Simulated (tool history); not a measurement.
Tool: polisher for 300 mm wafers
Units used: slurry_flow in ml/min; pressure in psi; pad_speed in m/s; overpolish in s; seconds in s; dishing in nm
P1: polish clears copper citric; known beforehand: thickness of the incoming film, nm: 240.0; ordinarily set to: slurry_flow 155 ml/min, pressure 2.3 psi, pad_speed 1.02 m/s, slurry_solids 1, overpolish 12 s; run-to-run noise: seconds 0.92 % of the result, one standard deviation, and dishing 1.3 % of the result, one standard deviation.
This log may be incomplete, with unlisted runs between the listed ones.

| run | hour | slurry_flow | pressure | pad_speed | slurry_solids | overpolish | seconds | dishing |
|---|---|---|---|---|---|---|---|---|
| 1 | 14.1 | 155 | 2.3 | 1.02 | 1 | 12 | 116.99 | 16.048 |
| 2 | 29.9 | 155 | 3 | 1.02 | 0.7 | 12 | 96.939 | 18.63 |
| 3 | 37.6 | 155 | 2.3 | 1.02 | 1 | 4 | 115.23 | 6.0547 |
| 4 | 48.8 | 95 | 2.3 | 1.02 | 1 | 12 | 128.18 | 15.041 |
| 5 | 64.3 | 155 | 3.5 | 1.02 | 1 | 12 | 77.624 | 21.909 |
| 6 | 79.8 | 155 | 2.3 | 1.02 | 1 | 12 | 115.46 | 16.586 |
| 7 | 89.3 | 155 | 2.3 | 1.02 | 1 | 12 | 117.34 | 16.413 |
| 8 | 100.5 | 155 | 2.3 | 1.02 | 1 | 12 | 116.78 | 16.395 |
| 9 | 110.1 | 155 | 2.3 | 1.02 | 1 | 23 | 117.23 | 26.745 |
| 10 | 125.9 | 155 | 2.3 | 1.02 | 1 | 12 | 116.95 | 16.194 |
| 11 | 137.6 | 155 | 2.3 | 0.46 | 1 | 12 | 250.04 | 8.5529 |
| 12 | 144.9 | 155 | 2.3 | 1.6 | 1 | 12 | 74.471 | 22.698 |
| 13 | 156.2 | 155 | 2.3 | 1.02 | 0.55 | 12 | 135.72 | 14.7 |
| 14 | 166.1 | 200 | 2.3 | 1.02 | 1 | 12 | 111.46 | 16.987 |
|  | 167.9 | slurry nozzle cleaned |
| 15 | 177.6 | 155 | 1.4 | 1.02 | 1 | 12 | 185.75 | 10.827 |
| 16 | 188.8 | 155 | 2.3 | 1.02 | 1.45 | 12 | 108.34 | 17.41 |
| 17 | 203 | 155 | 2.3 | 1.02 | 1 | 12 | 115.7 | 16.244 |
| 18 | 218.9 | 155 | 2.3 | 1.02 | 1 | 12 | 116.53 | 16.536 |
| 19 | 230.6 | 155 | 2.3 | 1.02 | 1 | 12 | 120.3 | 15.94 |
| 20 | 246.4 | 155 | 2.3 | 1.02 | 1 | 12 | 123.18 | 15.438 |

What will run 21 give?
| 21 | 254.3 | 155 | 2.3 | 1.02 | 1 | 12 | ? | ? |

seconds: 123.76 s
dishing: 15.693 nm
